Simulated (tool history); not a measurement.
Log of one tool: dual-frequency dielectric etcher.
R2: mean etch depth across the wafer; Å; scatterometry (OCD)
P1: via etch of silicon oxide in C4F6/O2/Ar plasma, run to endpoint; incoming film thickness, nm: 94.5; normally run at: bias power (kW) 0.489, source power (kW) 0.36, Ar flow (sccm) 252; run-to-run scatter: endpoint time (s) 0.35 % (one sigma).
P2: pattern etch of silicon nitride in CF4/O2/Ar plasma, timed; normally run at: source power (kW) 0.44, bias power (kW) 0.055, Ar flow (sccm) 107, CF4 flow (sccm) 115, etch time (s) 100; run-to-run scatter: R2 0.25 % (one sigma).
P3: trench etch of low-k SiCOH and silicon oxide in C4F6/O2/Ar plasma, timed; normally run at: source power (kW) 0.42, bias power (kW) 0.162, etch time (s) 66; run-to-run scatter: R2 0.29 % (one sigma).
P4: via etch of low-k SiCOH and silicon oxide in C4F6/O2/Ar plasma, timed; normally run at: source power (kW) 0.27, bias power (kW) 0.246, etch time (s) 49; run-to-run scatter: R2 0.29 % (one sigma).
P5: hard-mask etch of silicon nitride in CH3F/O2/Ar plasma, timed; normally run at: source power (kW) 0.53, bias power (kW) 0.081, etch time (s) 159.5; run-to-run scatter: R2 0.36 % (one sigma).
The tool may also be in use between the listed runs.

run 1 hour=6.8 | process_that_ran=P1 bias_power_(kW)=0.489 source_power_(kW)=0.36 Ar_flow_(sccm)=252 | endpoint_time_(s)=20.638
run 2 hour=11.2 | process_that_ran=P1 bias_power_(kW)=0.489 source_power_(kW)=0.36 Ar_flow_(sccm)=252 | endpoint_time_(s)=20.7
run 3 hour=16.9 | process_that_ran=P3 bias_power_(kW)=0.162 source_power_(kW)=0.42 etch_time_(s)=42 | R2=1348.3
run 4 hour=22.4 | process_that_ran=P1 bias_power_(kW)=0.489 source_power_(kW)=0.36 Ar_flow_(sccm)=252 | endpoint_time_(s)=20.691
run 5 hour=28.6 | process_that_ran=P4 bias_power_(kW)=0.152 source_power_(kW)=0.27 etch_time_(s)=49 | R2=1019.6
run 6 hour=36.2 | process_that_ran=P2 bias_power_(kW)=0.055 source_power_(kW)=0.44 Ar_flow_(sccm)=107 etch_time_(s)=55 CF4_flow_(sccm)=115 | R2=968.64
run 7 hour=40.1 | process_that_ran=P1 bias_power_(kW)=0.489 source_power_(kW)=0.36 Ar_flow_(sccm)=252 | endpoint_time_(s)=20.778
-- hour=40.5 bias power generator calibrated
run 8 hour=46.5 | process_that_ran=P3 bias_power_(kW)=0.162 source_power_(kW)=0.42 etch_time_(s)=66 | R2=2121.8
run 9 hour=51.4 | process_that_ran=P1 bias_power_(kW)=0.489 source_power_(kW)=0.36 Ar_flow_(sccm)=308 | endpoint_time_(s)=21.041
run 10 hour=57.9 | process_that_ran=P1 bias_power_(kW)=0.489 source_power_(kW)=0.36 Ar_flow_(sccm)=147 | endpoint_time_(s)=19.35
run 11 hour=61.3 | process_that_ran=P5 bias_power_(kW)=0.1 source_power_(kW)=0.53 etch_time_(s)=159.5 | R2=1339
run 12 hour=66.8 | process_that_ran=P1 bias_power_(kW)=0.489 source_power_(kW)=0.26 Ar_flow_(sccm)=252 | endpoint_time_(s)=23.313
run 13 hour=73.1 | process_that_ran=P3 bias_power_(kW)=0.223 source_power_(kW)=0.42 etch_time_(s)=66 | R2=2349.4
run 14 hour=77.2 | process_that_ran=P2 bias_power_(kW)=0.067 source_power_(kW)=0.44 Ar_flow_(sccm)=107 etch_time_(s)=100 CF4_flow_(sccm)=115 | R2=1901.5
run 15 hour=84.2 | process_that_ran=P5 bias_power_(kW)=0.081 source_power_(kW)=0.33 etch_time_(s)=159.5 | R2=1036.8
run 16 hour=88.3 | process_that_ran=P1 bias_power_(kW)=0.489 source_power_(kW)=0.36 Ar_flow_(sccm)=252 | endpoint_time_(s)=20.599
run 17 hour=94 | process_that_ran=P2 bias_power_(kW)=0.055 source_power_(kW)=0.27 Ar_flow_(sccm)=107 etch_time_(s)=100 CF4_flow_(sccm)=115 | R2=1150.5
run 18 hour=100.7 | process_that_ran=P4 bias_power_(kW)=0.246 source_power_(kW)=0.27 etch_time_(s)=64 | R2=1564.7
run 19 hour=106.5 | process_that_ran=P4 bias_power_(kW)=0.246 source_power_(kW)=0.27 etch_time_(s)=49 | R2=1191.3
run 20 hour=110.9 | process_that_ran=P2 bias_power_(kW)=0.055 source_power_(kW)=0.44 Ar_flow_(sccm)=107 etch_time_(s)=100 CF4_flow_(sccm)=68 | R2=1643.9
run 21 hour=117.8 | process_that_ran=P1 bias_power_(kW)=0.37 source_power_(kW)=0.36 Ar_flow_(sccm)=320 | endpoint_time_(s)=23.54
run 22 hour=121.6 | process_that_ran=P1 bias_power_(kW)=0.489 source_power_(kW)=0.43 Ar_flow_(sccm)=252 | endpoint_time_(s)=19.23
run 23 hour=129.2 | process_that_ran=P2 bias_power_(kW)=0.055 source_power_(kW)=0.44 Ar_flow_(sccm)=107 etch_time_(s)=100 CF4_flow_(sccm)=115 | R2=1757.7
run 24 hour=133.5 | process_that_ran=P1 bias_power_(kW)=0.634 source_power_(kW)=0.36 Ar_flow_(sccm)=252 | endpoint_time_(s)=18.731
run 25 hour=139.6 | process_that_ran=P3 bias_power_(kW)=0.162 source_power_(kW)=0.58 etch_time_(s)=66 | R2=2404.5
run 26 hour=146.7 | process_that_ran=P2 bias_power_(kW)=0.055 source_power_(kW)=0.44 Ar_flow_(sccm)=151 etch_time_(s)=100 CF4_flow_(sccm)=115 | R2=1684.5
run 27 hour=150.1 | process_that_ran=P5 bias_power_(kW)=0.081 source_power_(kW)=0.53 etch_time_(s)=159.5 | R2=1246.4
run 28 hour=156.7 | process_that_ran=P4 bias_power_(kW)=0.246 source_power_(kW)=0.27 etch_time_(s)=49 | R2=1199.7
run 29 hour=160.8 | process_that_ran=P4 bias_power_(kW)=0.246 source_power_(kW)=0.16 etch_time_(s)=49 | R2=984.62
run 30 hour=166.3 | process_that_ran=P1 bias_power_(kW)=0.295 source_power_(kW)=0.36 Ar_flow_(sccm)=252 | endpoint_time_(s)=24.785
run 31 hour=170 | process_that_ran=P1 bias_power_(kW)=0.489 source_power_(kW)=0.36 Ar_flow_(sccm)=252 | endpoint_time_(s)=20.642
run 32 hour=177.8 | process_that_ran=P3 bias_power_(kW)=0.162 source_power_(kW)=0.42 etch_time_(s)=66 | R2=2120.1
run 33 hour=185.5 | process_that_ran=P5 bias_power_(kW)=0.081 source_power_(kW)=0.53 etch_time_(s)=221 | R2=1717.6

Forecast run 34:
run 34 hour=190.9 | process_that_ran=P1 bias_power_(kW)=0.489 source_power_(kW)=0.36 Ar_flow_(sccm)=252 | endpoint_time_(s)=?

{"run 34": {"endpoint time (s)": 20.621}}
